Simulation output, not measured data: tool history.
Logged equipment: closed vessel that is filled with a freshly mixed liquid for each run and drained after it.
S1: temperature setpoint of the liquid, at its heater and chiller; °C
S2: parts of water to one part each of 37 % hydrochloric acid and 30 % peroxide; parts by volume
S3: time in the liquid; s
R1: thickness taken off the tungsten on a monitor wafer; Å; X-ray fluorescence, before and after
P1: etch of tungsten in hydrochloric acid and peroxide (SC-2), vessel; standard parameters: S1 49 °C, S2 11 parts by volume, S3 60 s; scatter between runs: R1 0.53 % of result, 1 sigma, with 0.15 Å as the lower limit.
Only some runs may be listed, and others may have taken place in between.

{"run": 1, "hour": 14.8, "S1": 49, "S2": 11, "S3": 60, "R1": 113.54}
{"run": 2, "hour": 30.3, "S1": 49, "S2": 11, "S3": 30, "R1": 56.947}
{"run": 3, "hour": 40.5, "S1": 49, "S2": 11, "S3": 60, "R1": 113.24}
{"run": 4, "hour": 53.9, "S1": 49, "S2": 11, "S3": 60, "R1": 114.19}
{"run": 5, "hour": 61.6, "S1": 60, "S2": 4, "S3": 60, "R1": 509.31}
{"run": 6, "hour": 77.3, "S1": 49, "S2": 11, "S3": 60, "R1": 113.85}
{"run": 7, "hour": 91.4, "S1": 49, "S2": 11, "S3": 60, "R1": 113.3}
{"run": 8, "hour": 107.9, "S1": 49, "S2": 18.5, "S3": 60, "R1": 72.766}
{"run": 9, "hour": 120.9, "S1": 49, "S2": 11, "S3": 60, "R1": 114.43}
{"run": 10, "hour": 136.2, "S1": 49, "S2": 11, "S3": 110, "R1": 208.57}
{"run": 11, "hour": 152.2, "S1": 58.5, "S2": 11, "S3": 60, "R1": 212.3}
{"run": 12, "hour": 164.7, "S1": 49, "S2": 4, "S3": 60, "R1": 244.52}
{"hour": 166.3, "done": "chemicals flow meter replaced"}
{"run": 13, "hour": 180.8, "S1": 49, "S2": 11, "S3": 60, "R1": 114.17}
{"run": 14, "hour": 193.1, "S1": 35, "S2": 11, "S3": 60, "R1": 42.351}
{"run": 15, "hour": 206.6, "S1": 49, "S2": 11, "S3": 60, "R1": 114.08}
{"run": 16, "hour": 222.4, "S1": 49, "S2": 11, "S3": 60, "R1": 117.46}
{"run": 17, "hour": 237.4, "S1": 49, "S2": 11, "S3": 60, "R1": 120.69}
{"run": 18, "hour": 250.0, "S1": 49, "S2": 11, "S3": 60, "R1": 122.26}
{"run": 19, "hour": 261.1, "S1": 49, "S2": 11, "S3": 60, "R1": 122.38}
{"run": 20, "hour": 274.2, "S1": 49, "S2": 11, "S3": 60, "R1": 123.26}
{"run": 21, "hour": 284.2, "S1": 49, "S2": 11, "S3": 60, "R1": 124.24}
{"run": 22, "hour": 291.8, "S1": 49, "S2": 11, "S3": 60, "R1": 123.77}
{"run": 23, "hour": 301.4, "S1": 49, "S2": 11, "S3": 60, "R1": 123.57}
{"run": 24, "hour": 312.9, "S1": 49, "S2": 11, "S3": 60, "R1": 122.68}

The log shows P1 creeping away from where it was. Any of the 2 causes listed here, at the size stated for it, fits the log just as well as the others:
A: liquid hotter than its thermometer reads (K) = 1.27
B: chemicals flow above the setpoint (%) = 10.6
The gradual shift began around hour 206.6.
Ruled out, with reasons:
peroxide weaker than its label (%): at most 8, which would move R1 by -7.4 %: too little, or the wrong way

4 check runs are offered, each on 5 wafers whose results are averaged, their results left as question marks. Which one tells the causes apart?
{"run": "check 1", "hour": 324.4, "S1": 35.5, "S2": 15, "S3": 60, "R1": "?"}
{"run": "check 2", "hour": 324.4, "S1": 57, "S2": 11, "S3": 60, "R1": "?"}
{"run": "check 3", "hour": 324.4, "S1": 39.5, "S2": 18, "S3": 60, "R1": "?"}
{"run": "check 4", "hour": 324.4, "S1": 41, "S2": 4.5, "S3": 60, "R1": "?"}

What every check run would give for each of its results, assuming each possible cause in turn:
check=check_1 result=R1 if_A=37.171 if_B=37.021
check=check_2 result=R1 if_A=208.77 if_B=209.55
check=check_3 result=R1 if_A=42.068 if_B=42.072
check=check_4 result=R1 if_A=143.84 if_B=140.9
Per check, the gap between the least separated pair of causes, taken in the result that splits them most: check 1 0.41 %; check 2 0.37 %; check 3 0.01 %; check 4 2.06 %
Only in check 4 would the causes give clearly different results; in the remaining checks their results would be nearly the same.

Then check 4 was run and gave: R1 143.49 Å. Which cause is it?

It was cause A: liquid hotter than its thermometer reads (K).
